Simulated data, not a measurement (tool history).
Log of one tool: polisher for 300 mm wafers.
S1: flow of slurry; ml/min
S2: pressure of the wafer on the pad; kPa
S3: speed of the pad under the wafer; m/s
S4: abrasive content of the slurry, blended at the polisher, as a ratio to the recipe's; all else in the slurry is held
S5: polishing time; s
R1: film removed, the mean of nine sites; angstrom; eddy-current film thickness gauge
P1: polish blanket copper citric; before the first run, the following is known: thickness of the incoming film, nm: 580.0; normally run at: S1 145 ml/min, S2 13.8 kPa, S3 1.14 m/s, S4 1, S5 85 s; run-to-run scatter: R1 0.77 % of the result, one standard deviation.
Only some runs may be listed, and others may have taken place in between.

Run 1, hour 3.3: S1 145 ml/min, S2 13.8 kPa, S3 1.14 m/s, S4 1, S5 85 s. Result: R1 1707.2 angstrom.
Run 2, hour 8.8: S1 145 ml/min, S2 20.7 kPa, S3 1.14 m/s, S4 1, S5 85 s. Result: R1 2565.6 angstrom.
Run 3, hour 15.5: S1 145 ml/min, S2 13.8 kPa, S3 1.7 m/s, S4 1, S5 85 s. Result: R1 2547.5 angstrom.
Run 4, hour 21.9: S1 205 ml/min, S2 13.8 kPa, S3 1.14 m/s, S4 1, S5 85 s. Result: R1 1804 angstrom.
Run 5, hour 29.4: S1 145 ml/min, S2 13.8 kPa, S3 1.14 m/s, S4 1, S5 85 s. Result: R1 1724 angstrom.
Run 6, hour 34.4: S1 145 ml/min, S2 13.8 kPa, S3 1.14 m/s, S4 1, S5 85 s. Result: R1 1719.7 angstrom.
Run 7, hour 40.5: S1 200 ml/min, S2 13.8 kPa, S3 1.14 m/s, S4 0.65, S5 85 s. Result: R1 1660.7 angstrom.
Run 8, hour 45.5: S1 145 ml/min, S2 13.8 kPa, S3 1.14 m/s, S4 1, S5 130 s. Result: R1 2630.2 angstrom.
Run 9, hour 51.8: S1 85 ml/min, S2 13.8 kPa, S3 1.14 m/s, S4 1, S5 85 s. Result: R1 1529 angstrom.
Run 10, hour 59.4: S1 145 ml/min, S2 13.8 kPa, S3 1.14 m/s, S4 1, S5 47 s. Result: R1 944.68 angstrom.
Run 11, hour 64.5: S1 145 ml/min, S2 17.2 kPa, S3 0.84 m/s, S4 1, S5 85 s. Result: R1 1587.3 angstrom.
Run 12, hour 68.3: S1 145 ml/min, S2 13.8 kPa, S3 1.14 m/s, S4 0.55, S5 85 s. Result: R1 1521.8 angstrom.
Run 13, hour 75: S1 145 ml/min, S2 13.8 kPa, S3 1.14 m/s, S4 1.35, S5 85 s. Result: R1 1843.5 angstrom.
Run 14, hour 82.3: S1 145 ml/min, S2 9 kPa, S3 1.14 m/s, S4 0.75, S5 85 s. Result: R1 1080.2 angstrom.
Run 15, hour 86: S1 145 ml/min, S2 6.2 kPa, S3 1.14 m/s, S4 1, S5 85 s. Result: R1 796.7 angstrom.
Run 16, hour 91.2: S1 145 ml/min, S2 13.8 kPa, S3 0.7 m/s, S4 1, S5 85 s. Result: R1 1090.4 angstrom.
Run 17, hour 96.4: S1 145 ml/min, S2 13.8 kPa, S3 1.14 m/s, S4 1, S5 85 s. Result: R1 1727.2 angstrom.
Run 18, hour 101.5: S1 145 ml/min, S2 13.8 kPa, S3 1.14 m/s, S4 1, S5 85 s. Result: R1 1717.8 angstrom.
Run 19, hour 108.1: S1 145 ml/min, S2 13.8 kPa, S3 1.14 m/s, S4 1, S5 85 s. Result: R1 1639.2 angstrom.
Run 20, hour 113.9: S1 145 ml/min, S2 13.8 kPa, S3 1.14 m/s, S4 1, S5 85 s. Result: R1 1612.4 angstrom.
At hour 116.2: slurry blender recalibrated.
Run 21, hour 119: S1 145 ml/min, S2 13.8 kPa, S3 1.14 m/s, S4 1, S5 85 s. Result: R1 1560.5 angstrom.
At hour 120.1: worn pad replaced by a new one.
Run 22, hour 126.2: S1 145 ml/min, S2 13.8 kPa, S3 1.14 m/s, S4 1, S5 85 s. Result: R1 1553.8 angstrom.
Run 23, hour 133.1: S1 145 ml/min, S2 13.8 kPa, S3 1.14 m/s, S4 1, S5 85 s. Result: R1 1554.7 angstrom.
Run 24, hour 139.7: S1 145 ml/min, S2 13.8 kPa, S3 1.14 m/s, S4 1, S5 85 s. Result: R1 1556.2 angstrom.

What P1 gives has crept away from where it was. These 2 causes fit the log equally well, each at the size given:
A: head's pressure below its setpoint, % = 9.41
B: slurry flow missing at the pad, % = 35.4
Onset of the creep was near hour 101.5.
All other causes, with the reason each is excluded:
removal rate lost through wear of the pad, %: serviced at hour 120.1, after the change had begun; the process did not return to its earlier output
abrasive missing from the slurry, %: serviced at hour 116.2, after the change had begun; the process did not return to its earlier output

Question marks stand in for the results of the 4 check runs listed below, each run on one wafer. Under which run would the listed causes show clearly different results?
Run check 1, hour 146.3: S1 145 ml/min, S2 13.8 kPa, S3 1.66 m/s, S4 1, S5 129 s. Result: R1 ?.
Run check 2, hour 146.3: S1 145 ml/min, S2 13.8 kPa, S3 0.84 m/s, S4 1.3, S5 85 s. Result: R1 ?.
Run check 3, hour 146.3: S1 145 ml/min, S2 6.2 kPa, S3 1.14 m/s, S4 1, S5 112 s. Result: R1 ?.
Run check 4, hour 146.3: S1 85 ml/min, S2 13.8 kPa, S3 1.14 m/s, S4 1.25, S5 85 s. Result: R1 ?.

If the cause were each of the candidates in turn, the checks would give the following:
  check  result    if A    if B
check 1      R1  3411.6  3414.9
check 2      R1  1232.5  1231.2
check 3      R1  964.47  960.89
check 4      R1  1449.5  1370.3
Minimum pairwise separation of causes per check, each pair taken at its best-separating result: check 1 0.1 %; check 2 0.11 %; check 3 0.37 %; check 4 5.61 %
Only in check 4 would the causes give clearly different results; in the remaining checks their results would be nearly the same.

Check 4 has now been run. It gave: R1 1470.1 angstrom. Which of the candidate causes is it?

A is the cause: head's pressure below its setpoint, %.
